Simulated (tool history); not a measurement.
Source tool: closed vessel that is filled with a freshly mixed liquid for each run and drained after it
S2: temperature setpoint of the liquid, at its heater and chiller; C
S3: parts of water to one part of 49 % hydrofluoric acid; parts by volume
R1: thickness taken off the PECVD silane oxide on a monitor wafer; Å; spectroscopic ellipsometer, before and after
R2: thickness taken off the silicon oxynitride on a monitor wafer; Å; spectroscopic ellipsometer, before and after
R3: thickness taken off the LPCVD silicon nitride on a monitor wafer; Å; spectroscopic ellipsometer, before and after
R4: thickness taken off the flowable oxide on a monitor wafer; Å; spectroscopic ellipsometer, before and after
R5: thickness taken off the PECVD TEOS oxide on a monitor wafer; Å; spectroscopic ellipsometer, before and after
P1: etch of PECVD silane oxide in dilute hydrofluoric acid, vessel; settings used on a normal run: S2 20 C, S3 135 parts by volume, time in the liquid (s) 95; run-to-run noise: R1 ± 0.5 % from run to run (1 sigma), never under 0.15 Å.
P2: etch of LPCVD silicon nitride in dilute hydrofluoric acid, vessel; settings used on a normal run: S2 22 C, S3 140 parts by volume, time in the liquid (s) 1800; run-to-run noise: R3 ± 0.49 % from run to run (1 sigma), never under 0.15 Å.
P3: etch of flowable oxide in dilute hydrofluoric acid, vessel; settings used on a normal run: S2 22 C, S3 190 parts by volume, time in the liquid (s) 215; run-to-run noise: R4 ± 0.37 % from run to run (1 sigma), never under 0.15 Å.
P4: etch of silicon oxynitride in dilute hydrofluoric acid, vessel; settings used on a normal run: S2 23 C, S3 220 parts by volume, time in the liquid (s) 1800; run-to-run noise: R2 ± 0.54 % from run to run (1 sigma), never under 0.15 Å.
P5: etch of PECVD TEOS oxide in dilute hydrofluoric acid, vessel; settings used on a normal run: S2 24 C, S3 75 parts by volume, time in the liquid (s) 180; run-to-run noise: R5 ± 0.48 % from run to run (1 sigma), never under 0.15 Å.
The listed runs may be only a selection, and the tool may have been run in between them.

Run 1, hour 9: process that ran P1, S2 20 C, S3 135 parts by volume, time in the liquid (s) 95. Result: R1 281.71 Å.
Run 2, hour 19.5: process that ran P4, S2 23 C, S3 305 parts by volume, time in the liquid (s) 1800. Result: R2 76.31 Å.
Run 3, hour 27.6: process that ran P4, S2 31.5 C, S3 220 parts by volume, time in the liquid (s) 1800. Result: R2 163.34 Å.
Run 4, hour 39.8: process that ran P1, S2 26 C, S3 230 parts by volume, time in the liquid (s) 95. Result: R1 188.55 Å.
Run 5, hour 47.7: process that ran P2, S2 28 C, S3 140 parts by volume, time in the liquid (s) 1800. Result: R3 93.316 Å.
Run 6, hour 55.2: process that ran P1, S2 17 C, S3 135 parts by volume, time in the liquid (s) 95. Result: R1 250.76 Å.
Run 7, hour 67.6: process that ran P1, S2 25 C, S3 135 parts by volume, time in the liquid (s) 95. Result: R1 341.05 Å.
Run 8, hour 78.2: process that ran P1, S2 20 C, S3 190 parts by volume, time in the liquid (s) 95. Result: R1 189.69 Å.
Run 9, hour 91.3: process that ran P3, S2 22 C, S3 190 parts by volume, time in the liquid (s) 215. Result: R4 249.5 Å.
Run 10, hour 100.5: process that ran P5, S2 24 C, S3 75 parts by volume, time in the liquid (s) 30. Result: R5 46.274 Å.
Run 11, hour 109.6: process that ran P2, S2 22 C, S3 140 parts by volume, time in the liquid (s) 720. Result: R3 25.044 Å.
Run 12, hour 116.4: process that ran P5, S2 24 C, S3 75 parts by volume, time in the liquid (s) 180. Result: R5 274.78 Å.
Run 13, hour 126.8: process that ran P5, S2 24 C, S3 125 parts by volume, time in the liquid (s) 180. Result: R5 156.98 Å.
Run 14, hour 138.6: process that ran P3, S2 22 C, S3 190 parts by volume, time in the liquid (s) 335. Result: R4 387.1 Å.
Run 15, hour 149.5: process that ran P1, S2 20 C, S3 135 parts by volume, time in the liquid (s) 95. Result: R1 282.64 Å.
Run 16, hour 155.2: process that ran P2, S2 22 C, S3 230 parts by volume, time in the liquid (s) 1800. Result: R3 39.139 Å.
Run 17, hour 163.9: process that ran P1, S2 20 C, S3 135 parts by volume, time in the liquid (s) 170. Result: R1 509.34 Å.
Run 18, hour 172.3: process that ran P4, S2 23 C, S3 220 parts by volume, time in the liquid (s) 1800. Result: R2 113.59 Å.
Run 19, hour 184.4: process that ran P4, S2 23 C, S3 220 parts by volume, time in the liquid (s) 1800. Result: R2 113.32 Å.
Run 20, hour 193.8: process that ran P5, S2 31 C, S3 75 parts by volume, time in the liquid (s) 180. Result: R5 364.61 Å.
Run 21, hour 202.1: process that ran P1, S2 20 C, S3 90 parts by volume, time in the liquid (s) 45. Result: R1 211.68 Å.
Run 22, hour 209.2: process that ran P1, S2 20 C, S3 135 parts by volume, time in the liquid (s) 95. Result: R1 284.83 Å.
Run 23, hour 216.7: process that ran P1, S2 20 C, S3 135 parts by volume, time in the liquid (s) 95. Result: R1 283 Å.
Run 24, hour 223.6: process that ran P1, S2 20 C, S3 60 parts by volume, time in the liquid (s) 95. Result: R1 697.87 Å.
Run 25, hour 233: process that ran P4, S2 23 C, S3 220 parts by volume, time in the liquid (s) 2695. Result: R2 169.38 Å.
Run 26, hour 238.7: process that ran P3, S2 17.5 C, S3 190 parts by volume, time in the liquid (s) 215. Result: R4 210.24 Å.
Run 27, hour 246.8: process that ran P2, S2 22 C, S3 140 parts by volume, time in the liquid (s) 1800. Result: R3 62.902 Å.
Run 28, hour 254.2: process that ran P1, S2 20 C, S3 135 parts by volume, time in the liquid (s) 30. Result: R1 89.617 Å.
Run 29, hour 261.6: process that ran P5, S2 24 C, S3 75 parts by volume, time in the liquid (s) 180. Result: R5 278.57 Å.
Run 30, hour 268: process that ran P1, S2 20 C, S3 135 parts by volume, time in the liquid (s) 95. Result: R1 281.58 Å.
Run 31, hour 277.6: process that ran P1, S2 20 C, S3 135 parts by volume, time in the liquid (s) 95. Result: R1 281.94 Å.
Run 32, hour 285.4: process that ran P2, S2 22 C, S3 140 parts by volume, time in the liquid (s) 1800. Result: R3 63.025 Å.
Run 33, hour 291.6: process that ran P1, S2 25 C, S3 75 parts by volume, time in the liquid (s) 95. Result: R1 666.12 Å.
Run 34, hour 297.8: process that ran P3, S2 22 C, S3 265 parts by volume, time in the liquid (s) 215. Result: R4 166.72 Å.
Run 35, hour 306.8: process that ran P1, S2 20 C, S3 135 parts by volume, time in the liquid (s) 95. Result: R1 281.02 Å.
Run 36, hour 313.8: process that ran P1, S2 20 C, S3 135 parts by volume, time in the liquid (s) 95. Result: R1 290.2 Å.
Run 37, hour 319.8: process that ran P1, S2 20 C, S3 135 parts by volume, time in the liquid (s) 95. Result: R1 295 Å.
Run 38, hour 328.3: process that ran P1, S2 20 C, S3 135 parts by volume, time in the liquid (s) 95. Result: R1 296.91 Å.
Run 39, hour 334: process that ran P1, S2 20 C, S3 135 parts by volume, time in the liquid (s) 95. Result: R1 298.99 Å.
Run 40, hour 342.7: process that ran P1, S2 20 C, S3 135 parts by volume, time in the liquid (s) 95. Result: R1 302.76 Å.
Run 41, hour 350.3: process that ran P1, S2 20 C, S3 135 parts by volume, time in the liquid (s) 95. Result: R1 303.31 Å.
Run 42, hour 360.7: process that ran P1, S2 20 C, S3 135 parts by volume, time in the liquid (s) 95. Result: R1 301 Å.
Run 43, hour 370.7: process that ran P1, S2 20 C, S3 135 parts by volume, time in the liquid (s) 95. Result: R1 302.44 Å.

What P1 gives has crept away from where it was. These 2 causes fit the log equally well, each at the size given:
A: hydrofluoric acid flow above the setpoint (%) = 6.26
B: liquid hotter than its thermometer reads (K) = 1.74
Onset of the creep was near hour 306.8.

Which of the 4 check runs listed below separates the causes, so that each cause would produce a clearly different result? Each run uses one wafer, and its results are marked with question marks.
Run check 1, hour 380.7: process that ran P5, S2 24 C, S3 75 parts by volume, time in the liquid (s) 180. Result: R5 ?.
Run check 2, hour 380.7: process that ran P3, S2 22 C, S3 190 parts by volume, time in the liquid (s) 215. Result: R4 ?.
Run check 3, hour 380.7: process that ran P2, S2 22 C, S3 140 parts by volume, time in the liquid (s) 1800. Result: R3 ?.
Run check 4, hour 380.7: process that ran P4, S2 23 C, S3 220 parts by volume, time in the liquid (s) 1800. Result: R2 ?.

How each check would come out, cause by cause:
  check  result    if A    if B
check 1      R5  297.59  298.58
check 2      R4  268.35  266.52
check 3      R3  67.199  70.941
check 4      R2  120.79  121.62
Distance between the nearest two causes, measured in the result of the check that separates them most: check 1 0.33 %; check 2 0.69 %; check 3 5.42 %; check 4 0.69 %
Only in check 3 would the causes give clearly different results; in the remaining checks their results would be nearly the same.

Then check 3 was run and gave: R3 71.221 Å. Which cause is it?

The correct cause is B, namely: liquid hotter than its thermometer reads (K).
